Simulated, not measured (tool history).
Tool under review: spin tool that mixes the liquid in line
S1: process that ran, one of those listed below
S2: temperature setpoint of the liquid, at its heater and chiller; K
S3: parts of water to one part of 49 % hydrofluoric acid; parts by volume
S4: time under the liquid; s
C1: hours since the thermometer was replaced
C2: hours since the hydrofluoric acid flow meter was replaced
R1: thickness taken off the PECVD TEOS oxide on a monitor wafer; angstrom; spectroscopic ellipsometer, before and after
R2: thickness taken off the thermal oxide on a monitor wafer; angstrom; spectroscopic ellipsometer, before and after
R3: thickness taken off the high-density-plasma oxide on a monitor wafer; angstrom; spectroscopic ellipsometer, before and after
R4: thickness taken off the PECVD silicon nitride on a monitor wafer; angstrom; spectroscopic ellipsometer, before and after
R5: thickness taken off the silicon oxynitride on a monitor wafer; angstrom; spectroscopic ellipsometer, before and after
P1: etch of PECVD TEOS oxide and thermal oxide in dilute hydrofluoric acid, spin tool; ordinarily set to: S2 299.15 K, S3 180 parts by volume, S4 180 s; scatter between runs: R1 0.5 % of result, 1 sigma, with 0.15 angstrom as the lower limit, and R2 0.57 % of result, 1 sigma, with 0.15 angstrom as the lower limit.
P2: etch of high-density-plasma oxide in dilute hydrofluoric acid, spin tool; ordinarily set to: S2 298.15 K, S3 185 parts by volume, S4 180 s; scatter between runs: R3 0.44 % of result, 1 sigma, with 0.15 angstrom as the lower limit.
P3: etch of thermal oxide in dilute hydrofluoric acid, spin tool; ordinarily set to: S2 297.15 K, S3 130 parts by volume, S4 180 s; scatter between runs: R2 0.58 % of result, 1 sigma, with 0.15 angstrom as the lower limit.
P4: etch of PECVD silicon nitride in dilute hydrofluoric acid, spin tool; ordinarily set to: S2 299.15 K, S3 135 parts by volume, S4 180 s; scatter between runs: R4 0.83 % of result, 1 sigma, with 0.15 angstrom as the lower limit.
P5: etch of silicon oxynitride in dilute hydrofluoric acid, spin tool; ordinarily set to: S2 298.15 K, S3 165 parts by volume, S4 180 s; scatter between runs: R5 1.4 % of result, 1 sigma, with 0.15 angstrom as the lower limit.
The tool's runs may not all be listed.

run,hour,S1,S2,S3,S4,C1,C2,R1,R2,R3,R4,R5
1,4.6,P1,299.15,180,180,763.7,304.4,155.59,46.354,,,
2,9.6,P2,298.15,185,265,768.7,309.4,,,96.184,,
3,14.9,P4,299.15,135,180,774,314.7,,,,29.25,
4,23,P4,299.15,20,180,782.1,322.8,,,,188.36,
5,31.7,P1,299.15,80,50,790.8,331.5,111.59,33.272,,,
6,37,P3,297.15,130,265,796.1,336.8,,91.07,,,
7,46.3,P1,299.15,110,180,805.4,346.1,279.82,82.224,,,
8,51.7,P4,299.15,135,180,810.8,351.5,,,,29.443,
9,61.4,P1,299.15,180,180,820.5,361.2,158.45,46.234,,,
10,66.2,P4,307.15,135,180,825.3,366,,,,47.595,
11,76.5,P4,299.15,135,65,835.6,376.3,,,,10.537,
12,86.1,P3,297.15,130,180,845.2,385.9,,61.383,,,
13,91.1,P1,299.15,180,180,850.2,390.9,158.02,46.971,,,
14,101.3,P2,298.15,185,180,860.4,401.1,,,65.321,,
15,106.2,P5,292.15,165,180,865.3,406,,,,,11.894
16,115.5,P2,298.15,185,180,874.6,415.3,,,65.333,,
17,125.5,P3,297.15,130,180,884.6,425.3,,61.546,,,
18,132.7,P3,292.15,130,180,891.8,432.5,,50.692,,,
19,142.6,P2,290.65,185,180,901.7,442.4,,,49.33,,
20,149.1,P1,299.15,180,40,908.2,448.9,34.682,10.455,,,
21,153.9,P5,298.15,165,310,913,453.7,,,,,27.097
22,162.9,P1,306.15,180,180,922,462.7,199.42,59.635,,,
23,172.2,P5,298.15,165,180,931.3,472,,,,,16.026
24,180.9,P1,291.65,180,180,940,480.7,117.14,35.136,,,
25,189.2,P1,299.15,180,180,948.3,489,157.58,46.548,,,
26,196,P2,298.15,330,180,955.1,495.8,,,31.633,,
27,203.6,P1,299.15,270,105,962.7,503.4,55.805,16.035,,,
28,208.8,P1,299.15,180,280,967.9,508.6,244.64,72.989,,,
29,217.6,P5,298.15,165,180,976.7,517.4,,,,,15.821
30,226.1,P3,297.15,225,180,985.2,525.9,,32.124,,,
31,230.7,P5,298.15,285,180,989.8,530.5,,,,,8.3842
32,240.8,P1,299.15,315,180,999.9,540.6,76.632,22.976,,,
33,249.3,P1,299.15,180,180,1008.4,549.1,157.02,46.447,,,
34,254,P1,299.15,180,180,1013.1,553.8,153.62,45.033,,,
35,263.1,P1,299.15,180,180,1022.2,562.9,149.76,43.997,,,
36,268.8,P1,299.15,180,180,1027.9,568.6,147.42,43.133,,,
37,276.6,P1,299.15,180,180,1035.7,576.4,147.18,43.379,,,
38,281.3,P1,299.15,180,180,1040.4,581.1,146.2,42.724,,,
39,290.7,P1,299.15,180,180,1049.8,590.5,144.68,42.89,,,
40,298.5,P1,299.15,180,180,1057.6,598.3,143.59,42.832,,,
41,303.9,P1,299.15,180,180,1063,603.7,144.15,42.819,,,
42,310.6,P1,299.15,180,180,1069.7,610.4,144.59,42.815,,,
43,315.2,P1,299.15,180,180,1074.3,615,144.51,42.499,,,

Something has made what P1 gives creep away from where it was; the 2 causes below, each at its own stated size, fit the log equally well:
A: hydrofluoric acid flow below the setpoint (%) = 6.73
B: liquid colder than its thermometer reads (K) = 2.28
Onset of the creep was near hour 249.3.

Of the 4 check runs listed below, each run on one wafer and each result written as a question mark, which would let you distinguish the listed causes because they would give clearly different results?
check 1,319.8,P5,298.15,275,180,,,,,,,?
check 2,319.8,P2,298.15,235,260,,,,,?,,
check 3,319.8,P3,292.65,220,180,,,,?,,,
check 4,319.8,P4,307.15,95,180,,,,,,?,

Outcome of each check run for each possible cause:
check,result,if A,if B
check 1,R5,8.0822,7.9685
check 2,R3,64.742,65.063
check 3,R2,25.542,25.44
check 4,R4,63.585,59.333
Smallest distance between any two causes, each pair judged by its most separating result, in per cent: check 1 1.42 %; check 2 0.5 %; check 3 0.4 %; check 4 6.92 %
The causes can be told apart only by check 4. The other checks would give nearly the same results under each of them.

Then check 4 was run and gave: R4 63.206 angstrom. Which cause is it?

It was cause A: hydrofluoric acid flow below the setpoint (%).
